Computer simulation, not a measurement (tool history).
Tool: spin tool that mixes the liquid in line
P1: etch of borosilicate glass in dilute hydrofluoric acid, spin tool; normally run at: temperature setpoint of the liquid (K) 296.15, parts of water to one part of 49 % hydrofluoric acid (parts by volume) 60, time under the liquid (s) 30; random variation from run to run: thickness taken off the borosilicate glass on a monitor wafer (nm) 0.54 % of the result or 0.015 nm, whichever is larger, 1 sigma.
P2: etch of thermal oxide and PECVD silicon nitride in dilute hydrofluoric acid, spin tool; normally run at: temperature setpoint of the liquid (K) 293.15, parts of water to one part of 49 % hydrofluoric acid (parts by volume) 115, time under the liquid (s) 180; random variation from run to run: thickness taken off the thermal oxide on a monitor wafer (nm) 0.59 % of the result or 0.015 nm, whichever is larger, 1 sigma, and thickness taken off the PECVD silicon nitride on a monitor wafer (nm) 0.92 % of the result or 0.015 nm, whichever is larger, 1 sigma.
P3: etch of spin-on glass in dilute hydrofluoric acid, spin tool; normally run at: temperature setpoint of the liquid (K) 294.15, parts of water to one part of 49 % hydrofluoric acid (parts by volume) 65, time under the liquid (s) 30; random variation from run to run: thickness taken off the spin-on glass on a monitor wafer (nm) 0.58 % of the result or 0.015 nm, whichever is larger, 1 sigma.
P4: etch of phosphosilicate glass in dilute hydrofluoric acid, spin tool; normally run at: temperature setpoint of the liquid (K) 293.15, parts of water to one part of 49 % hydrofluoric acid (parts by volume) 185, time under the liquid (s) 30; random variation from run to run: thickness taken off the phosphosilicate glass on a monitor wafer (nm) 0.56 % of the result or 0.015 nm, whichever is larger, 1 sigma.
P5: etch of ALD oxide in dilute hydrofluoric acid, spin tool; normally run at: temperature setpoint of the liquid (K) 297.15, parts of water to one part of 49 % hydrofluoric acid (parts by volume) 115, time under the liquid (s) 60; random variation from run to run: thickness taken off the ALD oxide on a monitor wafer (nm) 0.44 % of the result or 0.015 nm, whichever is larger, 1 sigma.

| run | hour | process that ran | temperature setpoint of the liquid (K) | parts of water to one part of 49 % hydrofluoric acid (parts by volume) | time under the liquid (s) | thickness taken off the borosilicate glass on a monitor wafer (nm) | thickness taken off the phosphosilicate glass on a monitor wafer (nm) | thickness taken off the thermal oxide on a monitor wafer (nm) | thickness taken off the PECVD silicon nitride on a monitor wafer (nm) | thickness taken off the ALD oxide on a monitor wafer (nm) | thickness taken off the spin-on glass on a monitor wafer (nm) |
|---|---|---|---|---|---|---|---|---|---|---|---|
| 1 | 5.7 | P1 | 296.15 | 60 | 30 | 28.969 |  |  |  |  |  |
| 2 | 14.1 | P4 | 293.15 | 40 | 30 |  | 133.24 |  |  |  |  |
| 3 | 19.6 | P1 | 296.15 | 60 | 15 | 14.44 |  |  |  |  |  |
| 4 | 26.3 | P2 | 293.15 | 115 | 335 |  |  | 11.434 | 4.998 |  |  |
|  | 27.6 | hydrofluoric acid flow meter replaced |
| 5 | 33.9 | P1 | 296.15 | 25 | 15 | 36.224 |  |  |  |  |  |
| 6 | 40.3 | P1 | 303.65 | 60 | 30 | 39.365 |  |  |  |  |  |
| 7 | 47.6 | P5 | 304.15 | 115 | 60 |  |  |  |  | 19.482 |  |
| 8 | 56.1 | P2 | 293.15 | 215 | 180 |  |  | 3.0251 | 1.4394 |  |  |
| 9 | 64.1 | P2 | 293.15 | 115 | 180 |  |  | 6.2738 | 2.6598 |  |  |
| 10 | 70.4 | P2 | 290.15 | 115 | 180 |  |  | 5.5871 | 2.1354 |  |  |
| 11 | 76.8 | P4 | 293.15 | 185 | 15 |  | 12.407 |  |  |  |  |
| 12 | 82.7 | P4 | 301.15 | 185 | 30 |  | 33.635 |  |  |  |  |
| 13 | 87.4 | P4 | 293.15 | 185 | 30 |  | 25.177 |  |  |  |  |
| 14 | 93.1 | P5 | 297.15 | 55 | 60 |  |  |  |  | 33.666 |  |
| 15 | 97.4 | P1 | 296.15 | 60 | 45 | 43.406 |  |  |  |  |  |
| 16 | 105.5 | P5 | 297.15 | 115 | 15 |  |  |  |  | 3.7077 |  |
| 17 | 112.5 | P3 | 294.15 | 65 | 30 |  |  |  |  |  | 10.049 |
| 18 | 119.4 | P1 | 296.15 | 60 | 30 | 29.16 |  |  |  |  |  |
| 19 | 125.9 | P3 | 294.15 | 65 | 15 |  |  |  |  |  | 4.9962 |
| 20 | 132.2 | P5 | 297.15 | 115 | 60 |  |  |  |  | 14.871 |  |
| 21 | 140.6 | P4 | 293.15 | 185 | 30 |  | 24.653 |  |  |  |  |
| 22 | 148.6 | P1 | 290.15 | 60 | 30 | 22.566 |  |  |  |  |  |
| 23 | 155 | P3 | 290.15 | 65 | 30 |  |  |  |  |  | 8.468 |
| 24 | 163.8 | P1 | 296.15 | 60 | 30 | 28.853 |  |  |  |  |  |
| 25 | 172.6 | P1 | 296.15 | 85 | 30 | 19.971 |  |  |  |  |  |
| 26 | 180 | P1 | 296.15 | 20 | 30 | 91.411 |  |  |  |  |  |
| 27 | 186.6 | P1 | 296.15 | 60 | 30 | 29 |  |  |  |  |  |
| 28 | 191.9 | P3 | 294.15 | 35 | 30 |  |  |  |  |  | 19.511 |
| 29 | 199.5 | P1 | 292.65 | 100 | 30 | 14.295 |  |  |  |  |  |
| 30 | 205.1 | P5 | 297.15 | 115 | 60 |  |  |  |  | 14.89 |  |
| 31 | 209.3 | P1 | 296.15 | 60 | 30 | 28.853 |  |  |  |  |  |
| 32 | 217.3 | P1 | 296.15 | 60 | 30 | 28.785 |  |  |  |  |  |
| 33 | 226.2 | P1 | 296.15 | 60 | 30 | 27.717 |  |  |  |  |  |
| 34 | 230.2 | P1 | 296.15 | 60 | 30 | 27.567 |  |  |  |  |  |
| 35 | 235.8 | P1 | 296.15 | 60 | 30 | 27.051 |  |  |  |  |  |
| 36 | 240.2 | P1 | 296.15 | 60 | 30 | 26.695 |  |  |  |  |  |
| 37 | 244.3 | P1 | 296.15 | 60 | 30 | 26.82 |  |  |  |  |  |
| 38 | 249.8 | P1 | 296.15 | 60 | 30 | 26.811 |  |  |  |  |  |
| 39 | 256.1 | P1 | 296.15 | 60 | 30 | 26.741 |  |  |  |  |  |
| 40 | 260.2 | P1 | 296.15 | 60 | 30 | 26.398 |  |  |  |  |  |
| 41 | 266.2 | P1 | 296.15 | 60 | 30 | 26.299 |  |  |  |  |  |
| 42 | 270.1 | P1 | 296.15 | 60 | 30 | 26.511 |  |  |  |  |  |

What P1 gives has crept away from where it was. These 2 causes fit the log equally well, each at the size given:
A: hydrofluoric acid flow below the setpoint (%) = 8.1
B: liquid colder than its thermometer reads (K) = 2.2
The creep began at about hour 217.3.

4 check runs are offered, each on 2 wafers whose results are averaged, their results left as question marks. Which one tells the causes apart?
| check 1 | 274 | P5 | 297.15 | 60 | 60 |  |  |  |  | ? |  |
| check 2 | 274 | P3 | 290.15 | 40 | 30 |  |  |  |  |  | ? |
| check 3 | 274 | P2 | 293.15 | 210 | 260 |  |  | ? | ? |  |  |
| check 4 | 274 | P4 | 293.15 | 45 | 30 |  | ? |  |  |  |  |

What each check would give under each cause:
| check | result | if A | if B |
|---|---|---|---|
| check 1 | thickness taken off the ALD oxide on a monitor wafer (nm) | 27.966 | 27.987 |
| check 2 | thickness taken off the spin-on glass on a monitor wafer (nm) | 13.015 | 12.904 |
| check 3 | thickness taken off the thermal oxide on a monitor wafer (nm) | 4.0502 | 4.1188 |
| check 3 | thickness taken off the PECVD silicon nitride on a monitor wafer (nm) | 1.9742 | 1.8529 |
| check 4 | thickness taken off the phosphosilicate glass on a monitor wafer (nm) | 108.75 | 108.18 |
How far apart the two closest causes lie, in the result that separates them most: check 1 0.07 %; check 2 0.86 %; check 3 6.34 %; check 4 0.53 %
Check 3 tells the causes apart: in the others they would give nearly the same result.

Check 3 was then run and gave: thickness taken off the thermal oxide on a monitor wafer (nm) 4.0174; thickness taken off the PECVD silicon nitride on a monitor wafer (nm) 1.9735. Which cause is it?

It is A: hydrofluoric acid flow below the setpoint (%).
